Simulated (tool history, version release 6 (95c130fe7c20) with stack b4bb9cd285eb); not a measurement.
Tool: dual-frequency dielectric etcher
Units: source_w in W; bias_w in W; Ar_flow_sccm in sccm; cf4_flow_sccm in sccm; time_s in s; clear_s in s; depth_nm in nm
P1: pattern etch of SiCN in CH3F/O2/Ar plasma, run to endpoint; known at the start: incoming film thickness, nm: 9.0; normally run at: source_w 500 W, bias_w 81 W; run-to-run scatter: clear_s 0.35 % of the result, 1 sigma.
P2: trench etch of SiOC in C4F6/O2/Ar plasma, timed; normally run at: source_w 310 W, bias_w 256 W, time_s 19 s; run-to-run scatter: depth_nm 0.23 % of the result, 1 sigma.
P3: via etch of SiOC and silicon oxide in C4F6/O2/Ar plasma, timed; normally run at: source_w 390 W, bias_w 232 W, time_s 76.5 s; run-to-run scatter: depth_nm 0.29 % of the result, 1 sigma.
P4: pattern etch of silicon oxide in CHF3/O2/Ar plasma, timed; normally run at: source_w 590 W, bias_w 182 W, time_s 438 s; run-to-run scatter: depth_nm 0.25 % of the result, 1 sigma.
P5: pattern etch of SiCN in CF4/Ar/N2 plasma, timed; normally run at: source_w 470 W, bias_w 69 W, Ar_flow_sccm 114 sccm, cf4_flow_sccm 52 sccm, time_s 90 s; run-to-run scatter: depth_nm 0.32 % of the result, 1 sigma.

Run 1, hour 4.7: process P1, source_w 500 W, bias_w 81 W. Result: clear_s 20.979 s.
Run 2, hour 10.3: process P1, source_w 600 W, bias_w 81 W. Result: clear_s 19.784 s.
Run 3, hour 16.1: process P1, source_w 680 W, bias_w 63 W. Result: clear_s 20.476 s.
Run 4, hour 21.7: process P5, source_w 470 W, bias_w 69 W, Ar_flow_sccm 82 sccm, cf4_flow_sccm 52 sccm, time_s 90 s. Result: depth_nm 77.456 nm.
Run 5, hour 27.7: process P1, source_w 500 W, bias_w 81 W. Result: clear_s 21.021 s.
Run 6, hour 32.6: process P1, source_w 500 W, bias_w 81 W. Result: clear_s 21.186 s.
Run 7, hour 35.8: process P2, source_w 310 W, bias_w 256 W, time_s 10.5 s. Result: depth_nm 21.86 nm.
Run 8, hour 41.7: process P1, source_w 500 W, bias_w 81 W. Result: clear_s 21.027 s.
Run 9, hour 47.8: process P4, source_w 590 W, bias_w 182 W, time_s 560.5 s. Result: depth_nm 1096.2 nm.
Run 10, hour 51.8: process P4, source_w 360 W, bias_w 182 W, time_s 438 s. Result: depth_nm 709.78 nm.
Run 11, hour 58.4: process P2, source_w 180 W, bias_w 256 W, time_s 19 s. Result: depth_nm 32.273 nm.
Run 12, hour 64.6: process P5, source_w 470 W, bias_w 69 W, Ar_flow_sccm 114 sccm, cf4_flow_sccm 73 sccm, time_s 90 s. Result: depth_nm 77.432 nm.
Run 13, hour 69: process P3, source_w 240 W, bias_w 232 W, time_s 76.5 s. Result: depth_nm 77.232 nm.
Run 14, hour 75.5: process P2, source_w 310 W, bias_w 256 W, time_s 19 s. Result: depth_nm 39.739 nm.
Run 15, hour 81.8: process P1, source_w 500 W, bias_w 81 W. Result: clear_s 21.16 s.
Run 16, hour 88.2: process P1, source_w 350 W, bias_w 81 W. Result: clear_s 24.124 s.
Run 17, hour 91.4: process P3, source_w 390 W, bias_w 232 W, time_s 76.5 s. Result: depth_nm 93.736 nm.
Run 18, hour 98.4: process P5, source_w 470 W, bias_w 94 W, Ar_flow_sccm 114 sccm, cf4_flow_sccm 52 sccm, time_s 90 s. Result: depth_nm 82.314 nm.
Run 19, hour 103: process P5, source_w 470 W, bias_w 69 W, Ar_flow_sccm 114 sccm, cf4_flow_sccm 52 sccm, time_s 113.5 s. Result: depth_nm 93.087 nm.
At hour 106.6: bias power generator calibrated.
Run 20, hour 108.3: process P5, source_w 470 W, bias_w 69 W, Ar_flow_sccm 114 sccm, cf4_flow_sccm 52 sccm, time_s 90 s. Result: depth_nm 73.02 nm.
Run 21, hour 114.6: process P5, source_w 340 W, bias_w 69 W, Ar_flow_sccm 114 sccm, cf4_flow_sccm 52 sccm, time_s 90 s. Result: depth_nm 55.367 nm.
Run 22, hour 119: process P1, source_w 390 W, bias_w 61 W. Result: clear_s 25.691 s.
At hour 123.3: wet clean of the chamber.
Run 23, hour 125.2: process P4, source_w 590 W, bias_w 182 W, time_s 438 s. Result: depth_nm 854.73 nm.
Run 24, hour 129.5: process P3, source_w 390 W, bias_w 232 W, time_s 111 s. Result: depth_nm 135.14 nm.
Run 25, hour 133.6: process P5, source_w 470 W, bias_w 69 W, Ar_flow_sccm 114 sccm, cf4_flow_sccm 52 sccm, time_s 90 s. Result: depth_nm 73.635 nm.
Run 26, hour 138.6: process P2, source_w 310 W, bias_w 156 W, time_s 19 s. Result: depth_nm 33.696 nm.
Run 27, hour 142.9: process P1, source_w 500 W, bias_w 50 W. Result: clear_s 24.836 s.
Run 28, hour 149.4: process P1, source_w 500 W, bias_w 111 W. Result: clear_s 18.909 s.
Run 29, hour 154.7: process P4, source_w 590 W, bias_w 228 W, time_s 438 s. Result: depth_nm 917.49 nm.
Run 30, hour 159.4: process P1, source_w 500 W, bias_w 81 W. Result: clear_s 21.102 s.
Run 31, hour 165.6: process P3, source_w 390 W, bias_w 149 W, time_s 76.5 s. Result: depth_nm 80.628 nm.
Run 32, hour 171.2: process P2, source_w 310 W, bias_w 256 W, time_s 19 s. Result: depth_nm 39.826 nm.
Run 33, hour 175.4: process P1, source_w 500 W, bias_w 81 W. Result: clear_s 21.17 s.
Run 34, hour 179.6: process P1, source_w 500 W, bias_w 81 W. Result: clear_s 21.3 s.
Run 35, hour 185.8: process P1, source_w 500 W, bias_w 81 W. Result: clear_s 21.453 s.
Run 36, hour 190.1: process P1, source_w 500 W, bias_w 81 W. Result: clear_s 21.404 s.
At hour 196.8: wet clean of the chamber.
Run 37, hour 197.3: process P1, source_w 500 W, bias_w 81 W. Result: clear_s 21.526 s.
Run 38, hour 204: process P1, source_w 500 W, bias_w 81 W. Result: clear_s 21.469 s.
Run 39, hour 209.1: process P1, source_w 500 W, bias_w 81 W. Result: clear_s 21.39 s.
Run 40, hour 212.4: process P1, source_w 500 W, bias_w 81 W. Result: clear_s 21.361 s.
Run 41, hour 216.4: process P1, source_w 500 W, bias_w 81 W. Result: clear_s 21.528 s.

What P1 gives has crept away from where it was. These 2 causes fit the log equally well, each at the size given:
A: bias power that arrives under what is set, % = 4.8
B: source power that arrives under what is set, % = 4.55
The creep began at about hour 175.4.
Why every other cause is out:
chamber walls in a state that lowers the etch rate, %: serviced at hour 196.8, which brought nothing back

4 check runs are offered, one wafer each, their results left as question marks. Which one tells the causes apart?
Run check 1, hour 220.4: process P2, source_w 180 W, bias_w 256 W, time_s 10.5 s. Result: depth_nm ?.
Run check 2, hour 220.4: process P5, source_w 470 W, bias_w 86 W, Ar_flow_sccm 114 sccm, cf4_flow_sccm 67 sccm, time_s 90 s. Result: depth_nm ?.
Run check 3, hour 220.4: process P4, source_w 370 W, bias_w 182 W, time_s 438 s. Result: depth_nm ?.
Run check 4, hour 220.4: process P3, source_w 300 W, bias_w 232 W, time_s 76.5 s. Result: depth_nm ?.

What each check would give under each cause:
  check    result    if A    if B
check 1  depth_nm  17.555  17.554
check 2  depth_nm  81.298  79.482
check 3  depth_nm  702.45  702.04
check 4  depth_nm  83.104  83.038
How far apart the two closest causes lie, in the result that separates them most: check 1 0 %; check 2 2.26 %; check 3 0.06 %; check 4 0.08 %
Check 2 tells the causes apart: in the others they would give nearly the same result.

Then check 2 was run and gave: depth_nm 79.472 nm. Which cause is it?

It is B: source power that arrives under what is set, %.

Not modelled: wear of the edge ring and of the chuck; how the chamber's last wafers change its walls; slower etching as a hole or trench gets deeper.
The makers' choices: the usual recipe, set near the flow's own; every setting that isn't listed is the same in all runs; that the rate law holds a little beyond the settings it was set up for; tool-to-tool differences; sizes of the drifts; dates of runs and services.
